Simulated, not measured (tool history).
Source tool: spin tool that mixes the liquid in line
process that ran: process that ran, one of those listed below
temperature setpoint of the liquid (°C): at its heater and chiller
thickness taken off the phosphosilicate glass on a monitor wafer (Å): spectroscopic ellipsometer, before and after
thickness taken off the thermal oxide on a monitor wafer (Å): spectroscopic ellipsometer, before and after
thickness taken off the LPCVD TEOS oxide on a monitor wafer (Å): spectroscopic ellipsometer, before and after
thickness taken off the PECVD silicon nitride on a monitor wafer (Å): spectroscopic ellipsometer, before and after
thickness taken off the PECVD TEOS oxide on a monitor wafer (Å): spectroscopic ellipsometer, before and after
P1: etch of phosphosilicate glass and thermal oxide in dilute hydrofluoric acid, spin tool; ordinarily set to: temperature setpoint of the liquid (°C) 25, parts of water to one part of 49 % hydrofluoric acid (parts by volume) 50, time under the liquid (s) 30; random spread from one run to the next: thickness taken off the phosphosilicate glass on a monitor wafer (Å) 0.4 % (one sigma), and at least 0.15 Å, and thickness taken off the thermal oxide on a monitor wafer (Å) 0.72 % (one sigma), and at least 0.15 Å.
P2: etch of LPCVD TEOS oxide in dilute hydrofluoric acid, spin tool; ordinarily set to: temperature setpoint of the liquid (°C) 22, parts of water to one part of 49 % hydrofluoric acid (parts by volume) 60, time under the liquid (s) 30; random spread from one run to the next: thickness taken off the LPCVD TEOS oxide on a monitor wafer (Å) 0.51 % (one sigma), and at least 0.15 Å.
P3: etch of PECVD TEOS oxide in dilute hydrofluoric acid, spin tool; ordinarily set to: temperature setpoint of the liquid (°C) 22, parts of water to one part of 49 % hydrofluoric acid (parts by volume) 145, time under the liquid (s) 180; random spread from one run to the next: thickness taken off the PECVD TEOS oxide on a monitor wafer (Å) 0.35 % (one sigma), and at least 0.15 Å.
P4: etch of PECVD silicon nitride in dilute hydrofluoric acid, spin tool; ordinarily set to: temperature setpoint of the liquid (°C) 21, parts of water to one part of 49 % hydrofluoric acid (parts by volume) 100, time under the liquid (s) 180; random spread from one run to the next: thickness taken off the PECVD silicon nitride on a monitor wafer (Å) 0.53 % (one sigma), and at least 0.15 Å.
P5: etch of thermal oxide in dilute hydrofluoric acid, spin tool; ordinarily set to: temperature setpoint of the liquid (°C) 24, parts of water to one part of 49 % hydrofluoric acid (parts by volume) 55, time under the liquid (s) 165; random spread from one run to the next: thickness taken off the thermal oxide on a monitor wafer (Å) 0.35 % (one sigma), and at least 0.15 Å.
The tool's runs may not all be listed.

run   hour  process that ran  temperature setpoint of the liquid (°C)  parts of water to one part of 49 % hydrofluoric acid (parts by volume)  time under the liquid (s)  hours since the thermometer was replaced  hours since the hydrofluoric acid flow meter was replaced  thickness taken off the phosphosilicate glass on a monitor wafer (Å)  thickness taken off the thermal oxide on a monitor wafer (Å)  thickness taken off the LPCVD TEOS oxide on a monitor wafer (Å)  thickness taken off the PECVD silicon nitride on a monitor wafer (Å)  thickness taken off the PECVD TEOS oxide on a monitor wafer (Å)
  1    5.7                P1                                       25                                                                      50                         30                                       370                                                      717.3                                                                436.44                                                        31.212
  2     13                P5                                       24                                                                      55                        165                                     377.3                                                      724.6                                                                                                                              141.72
  3   17.2                P1                                     20.5                                                                      50                         30                                     381.5                                                      728.8                                                                362.31                                                        26.193
  4   23.9                P1                                       22                                                                      50                         50                                     388.2                                                      735.5                                                                644.86                                                        46.234
  5   31.5                P1                                       25                                                                      50                         30                                     395.8                                                      743.1                                                                   436                                                        31.219
  6   38.3                P1                                       25                                                                      20                         30                                     402.6                                                      749.9                                                                1139.5                                                        82.287
  7   44.8                P2                                       17                                                                      60                         30                                     409.1                                                      756.4                                                                                                                                                                                               160.65
  8   50.2                P4                                       21                                                                     100                        180                                     414.5                                                      761.8                                                                                                                                                                                                                                                                     61.887
  9   56.7                P1                                       21                                                                      75                         30                                       421                                                      768.3                                                                239.48                                                        16.854
 10   61.9                P5                                     18.5                                                                      55                        165                                     426.2                                                      773.5                                                                                                                              111.36
 11   66.5                P2                                       22                                                                      60                         45                                     430.8                                                      778.1                                                                                                                                                                                               295.97
 12   74.5                P3                                       22                                                                      60                        180                                     438.8                                                      786.1                                                                                                                                                                                                                                                                                                                                      426.96
 13   79.2                P1                                       25                                                                      50                         15                                     443.5                                                      790.8                                                                216.92                                                        15.901
 14   84.9                P3                                       22                                                                     145                        295                                     449.2                                                      796.5                                                                                                                                                                                                                                                                                                                                      260.12
 15   90.4                P1                                       25                                                                      80                         50                                     454.7                                                        802                                                                432.76                                                        31.296
 16   98.9                P4                                     29.5                                                                     100                        180                                     463.2                                                      810.5                                                                                                                                                                                                                                                                     107.44
 17  104.3                P3                                       22                                                                     145                        180                                     468.6                                                      815.9                                                                                                                                                                                                                                                                                                                                      158.12
 18  108.3                P2                                       22                                                                      60                         30                                     472.6                                                      819.9                                                                                                                                                                                               199.14
 19  112.1                P1                                       25                                                                      50                         45                                     476.4                                                      823.7                                                                650.65                                                        46.548
 20  119.3                P1                                       25                                                                      50                         30                                     483.6                                                      830.9                                                                436.34                                                        30.837
 21  127.6                P5                                       24                                                                      20                        165                                     491.9                                                      839.2                                                                                                                              405.61
 22  135.9                P1                                     29.5                                                                      50                         30                                     500.2                                                      847.5                                                                523.04                                                         37.43
 23  141.7                P1                                       25                                                                      50                         30                                       506                                                      853.3                                                                434.03                                                            31
 24  146.2                P2                                       22                                                                      20                         30                                     510.5                                                      857.8                                                                                                                                                                                               627.75
 25  151.5                P1                                       25                                                                      80                         30                                     515.8                                                      863.1                                                                 262.4                                                        18.794
 26  156.7                P5                                       24                                                                      55                         90                                       521                                                      868.3                                                                                                                              76.323
 27    161                P3                                     29.5                                                                     145                        180                                     525.3                                                      872.6                                                                                                                                                                                                                                                                                                                                      211.48
 28  168.7                P4                                       21                                                                     180                        180                                       533                                                      880.3                                                                                                                                                                                                                                                                      34.81
 29  174.2                P4                                       21                                                                     100                        350                                     538.5                                                      885.8                                                                                                                                                                                                                                                                     120.15
 30  182.4                P5                                       24                                                                      55                        165                                     546.7                                                        894                                                                                                                              140.06
 31  189.5                P1                                       25                                                                      50                         30                                     553.8                                                      901.1                                                                434.19                                                        31.352

Estimate the outcome of run 32 from the log above:
 32  196.3                P1                                       25                                                                      50                         30                                     560.6                                                      907.9                                                                     ?                                                             ?

{"run 32": {"thickness taken off the phosphosilicate glass on a monitor wafer (Å)": 417.75, "thickness taken off the thermal oxide on a monitor wafer (Å)": 29.414}}
